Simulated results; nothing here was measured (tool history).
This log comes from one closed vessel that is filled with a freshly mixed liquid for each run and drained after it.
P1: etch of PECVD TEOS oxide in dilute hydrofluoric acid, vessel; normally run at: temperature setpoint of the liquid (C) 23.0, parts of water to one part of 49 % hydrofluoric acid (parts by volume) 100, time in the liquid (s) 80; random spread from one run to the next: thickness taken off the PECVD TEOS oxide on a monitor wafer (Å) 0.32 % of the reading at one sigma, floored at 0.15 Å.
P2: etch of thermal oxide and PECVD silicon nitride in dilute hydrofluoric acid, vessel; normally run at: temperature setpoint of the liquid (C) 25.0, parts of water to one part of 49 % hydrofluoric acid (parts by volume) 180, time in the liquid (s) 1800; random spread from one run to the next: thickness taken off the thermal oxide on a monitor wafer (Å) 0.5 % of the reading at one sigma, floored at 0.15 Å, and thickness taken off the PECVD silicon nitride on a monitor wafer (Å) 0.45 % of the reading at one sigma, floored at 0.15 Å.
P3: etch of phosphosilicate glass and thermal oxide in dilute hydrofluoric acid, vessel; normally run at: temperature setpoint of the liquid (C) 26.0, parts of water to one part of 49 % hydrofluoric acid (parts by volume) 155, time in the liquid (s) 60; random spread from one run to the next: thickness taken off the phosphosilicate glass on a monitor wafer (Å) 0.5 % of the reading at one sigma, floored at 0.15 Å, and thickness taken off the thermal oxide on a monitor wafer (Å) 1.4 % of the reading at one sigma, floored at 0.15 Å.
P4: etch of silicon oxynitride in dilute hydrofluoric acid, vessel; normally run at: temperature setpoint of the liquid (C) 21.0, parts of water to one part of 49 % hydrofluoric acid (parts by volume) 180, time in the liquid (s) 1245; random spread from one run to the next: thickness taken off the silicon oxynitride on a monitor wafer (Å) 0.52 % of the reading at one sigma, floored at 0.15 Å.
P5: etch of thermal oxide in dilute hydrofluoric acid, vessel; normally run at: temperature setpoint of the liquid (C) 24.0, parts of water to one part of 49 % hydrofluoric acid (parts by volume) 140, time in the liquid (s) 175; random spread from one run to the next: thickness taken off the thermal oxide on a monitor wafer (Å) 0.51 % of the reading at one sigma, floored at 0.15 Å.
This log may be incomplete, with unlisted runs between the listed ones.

| run | day | process that ran | temperature setpoint of the liquid (C) | parts of water to one part of 49 % hydrofluoric acid (parts by volume) | time in the liquid (s) | thickness taken off the PECVD TEOS oxide on a monitor wafer (Å) | thickness taken off the phosphosilicate glass on a monitor wafer (Å) | thickness taken off the thermal oxide on a monitor wafer (Å) | thickness taken off the PECVD silicon nitride on a monitor wafer (Å) | thickness taken off the silicon oxynitride on a monitor wafer (Å) |
|---|---|---|---|---|---|---|---|---|---|---|
| 1 | 0.167 | P1 | 23.0 | 100 | 80 | 96.597 |  |  |  |  |
| 2 | 0.354 | P3 | 21.0 | 155 | 60 |  | 660.08 | 16.028 |  |  |
| 3 | 0.508 | P2 | 25.0 | 180 | 870 |  |  | 207.640 | 91.745 |  |
| 4 | 0.671 | P3 | 26.0 | 20 | 60 |  | 7359.60 | 178.820 |  |  |
| 5 | 0.962 | P2 | 29.5 | 180 | 1800 |  |  | 507.590 | 248.020 |  |
| 6 | 1.212 | P3 | 26.0 | 155 | 60 |  | 798.26 | 19.844 |  |  |
| 7 | 1.408 | P5 | 24.0 | 140 | 175 |  |  | 54.424 |  |  |
| 8 | 1.558 | P4 | 25.5 | 180 | 1245 |  |  |  |  | 154.580 |
| 9 | 1.788 | P1 | 23.0 | 100 | 30 | 36.252 |  |  |  |  |
| 10 | 2.000 | P2 | 25.0 | 180 | 1800 |  |  | 432.110 | 187.880 |  |
| 11 | 2.300 | P1 | 23.0 | 100 | 140 | 169.460 |  |  |  |  |
| 12 | 2.542 | P3 | 26.0 | 155 | 60 |  | 789.06 | 18.976 |  |  |
| 13 | 2.800 | P5 | 17.0 | 140 | 175 |  |  | 41.728 |  |  |
| 14 | 2.979 | P2 | 25.0 | 180 | 1800 |  |  | 432.030 | 189.500 |  |
| 15 | 3.275 | P5 | 24.0 | 240 | 175 |  |  | 28.817 |  |  |
| 16 | 3.508 | P1 | 17.0 | 100 | 80 | 75.335 |  |  |  |  |
| 17 | 3.683 | P1 | 26.5 | 65 | 80 | 178.020 |  |  |  |  |
| 18 | 3.996 | P4 | 21.0 | 285 | 1245 |  |  |  |  | 73.878 |
| 19 | 4.233 | P1 | 27.0 | 160 | 80 | 65.688 |  |  |  |  |
| 20 | 4.462 | P4 | 21.0 | 180 | 1245 |  |  |  |  | 126.140 |
| 21 | 4.746 | P1 | 23.0 | 100 | 80 | 97.496 |  |  |  |  |
| 22 | 4.967 | P1 | 27.5 | 160 | 80 | 67.040 |  |  |  |  |
| 23 | 5.233 | P4 | 21.0 | 180 | 2255 |  |  |  |  | 226.740 |
| 24 | 5.438 | P1 | 23.0 | 30 | 80 | 350.270 |  |  |  |  |
| 25 | 5.650 | P1 | 23.0 | 180 | 80 | 49.170 |  |  |  |  |
| 26 | 5.862 | P1 | 23.0 | 100 | 80 | 96.250 |  |  |  |  |
| 27 | 6.042 | P3 | 26.0 | 155 | 115 |  | 1537.20 | 37.315 |  |  |
| 28 | 6.183 | P1 | 28.5 | 100 | 80 | 119.760 |  |  |  |  |
| 29 | 6.362 | P5 | 24.0 | 140 | 290 |  |  | 91.469 |  |  |
| 30 | 6.571 | P2 | 25.0 | 35 | 1800 |  |  | 2650.200 | 945.130 |  |
| 31 | 6.867 | P5 | 24.0 | 140 | 175 |  |  | 55.415 |  |  |
| 32 | 7.104 | P1 | 23.0 | 100 | 80 | 96.958 |  |  |  |  |
| 33 | 7.262 | P1 | 23.0 | 100 | 80 | 96.837 |  |  |  |  |
| 34 | 7.458 | P1 | 23.0 | 100 | 80 | 96.656 |  |  |  |  |
| 35 | 7.717 | P1 | 23.0 | 100 | 80 | 100.710 |  |  |  |  |
| 36 | 8.025 | P1 | 23.0 | 100 | 80 | 102.780 |  |  |  |  |
| 37 | 8.200 | P1 | 23.0 | 100 | 80 | 103.630 |  |  |  |  |
| 38 | 8.504 | P1 | 23.0 | 100 | 80 | 104.280 |  |  |  |  |
| 39 | 8.725 | P1 | 23.0 | 100 | 80 | 104.920 |  |  |  |  |
| 40 | 9.017 | P1 | 23.0 | 100 | 80 | 104.600 |  |  |  |  |

What P1 gives has crept off from where it sat before. The 2 causes that follow fit the log equally well, each at the size noted:
A: liquid hotter than its thermometer reads (K) = 2.05
B: hydrofluoric acid flow above the setpoint (%) = 7.54
At approximately day 7.458, the process output began to creep.

Below are 4 check runs, each on a single wafer, with their results shown as question marks. Which of them would tell the listed causes apart, meaning the causes would give clearly different results under it?
| check 1 | 9.308 | P3 | 26.0 | 30 | 60 |  | ? | ? |  |  |
| check 2 | 9.308 | P4 | 21.0 | 235 | 1245 |  |  |  |  | ? |
| check 3 | 9.308 | P2 | 25.0 | 40 | 1800 |  |  | ? | ? |  |
| check 4 | 9.308 | P5 | 19.0 | 140 | 175 |  |  | ? |  |  |

If the cause were each of the candidates in turn, the checks would give the following:
| check | result | if A | if B |
|---|---|---|---|
| check 1 | thickness taken off the phosphosilicate glass on a monitor wafer (Å) | 5261.40 | 5217.80 |
| check 1 | thickness taken off the thermal oxide on a monitor wafer (Å) | 127.210 | 126.160 |
| check 2 | thickness taken off the silicon oxynitride on a monitor wafer (Å) | 102.270 | 101.450 |
| check 3 | thickness taken off the thermal oxide on a monitor wafer (Å) | 2519.300 | 2501.000 |
| check 3 | thickness taken off the PECVD silicon nitride on a monitor wafer (Å) | 953.890 | 892.820 |
| check 4 | thickness taken off the thermal oxide on a monitor wafer (Å) | 49.053 | 49.094 |
Per-check spread between the two closest causes, in the result where they differ most: check 1 0.83 %; check 2 0.81 %; check 3 6.62 %; check 4 0.08 %
Check 3 is the one run that separates the causes; every other check would come out nearly the same whichever cause is at work.

Check 3 was then run and gave: thickness taken off the thermal oxide on a monitor wafer (Å) 2503.200; thickness taken off the PECVD silicon nitride on a monitor wafer (Å) 953.530. Which cause is it?

The correct cause is A, namely: liquid hotter than its thermometer reads (K).
